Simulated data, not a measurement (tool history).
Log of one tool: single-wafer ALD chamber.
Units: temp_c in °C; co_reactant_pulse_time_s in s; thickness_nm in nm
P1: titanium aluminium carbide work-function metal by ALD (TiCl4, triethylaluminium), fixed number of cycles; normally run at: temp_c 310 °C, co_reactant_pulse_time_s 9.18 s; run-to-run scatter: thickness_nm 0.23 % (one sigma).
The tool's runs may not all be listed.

run   hour  temp_c  co_reactant_pulse_time_s  thickness_nm
  1    9.2     310                      9.18        2.0901
  2     19     325                     12.49        2.2806
  3   33.2     310                      3.92        1.6074
  4   45.6     324                      9.18        2.2096
  5   64.3     310                      9.18        2.0865
  6   75.3     310                      9.18        2.0967
  7   85.8     310                     14.71        2.1591
  8   99.5     286                      4.77        1.5849
  9  116.4     310                      9.18         2.091
 10  125.7     289                      9.18        1.9119
 11  140.4     321                      14.5         2.269
 12  156.5     310                      9.18        2.0861
 13  169.7     310                      9.18        2.0597
 14  178.2     310                      9.18        2.0569
 15  191.1     310                      9.18        2.0594
 16  201.9     310                      9.18        2.0447
 17  212.6     310                      9.18        2.0499
 18  222.1     310                      9.18        2.0453
 19  234.2     310                      9.18        2.0491

What P1 gives has crept away from where it was. These 2 causes fit the log equally well, each at the size given:
A: triethylaluminium dose below that of a fresh bottle (%) = 12
B: wafer temperature below the value expected at the setpoint (K) = 4.86
The creep began at about hour 156.5.

4 check runs are offered, one wafer each, their results left as question marks. Which one tells the causes apart?
check 1  246.3     322                      9.18             ?
check 2  246.3     295                      9.18             ?
check 3  246.3     319                      9.18             ?
check 4  246.3     299                      4.37             ?

What each check would give under each cause:
  check        result    if A    if B
check 1  thickness_nm  2.1499  2.1516
check 2  thickness_nm  1.9183  1.9162
check 3  thickness_nm  2.1239  2.1252
check 4  thickness_nm  1.5282  1.5853
How far apart the two closest causes lie, in the result that separates them most: check 1 0.08 %; check 2 0.11 %; check 3 0.06 %; check 4 3.67 %
Check 4 tells the causes apart: in the others they would give nearly the same result.

Then check 4 was run and gave: thickness_nm 1.5891 nm. Which cause is it?

It is B: wafer temperature below the value expected at the setpoint (K).
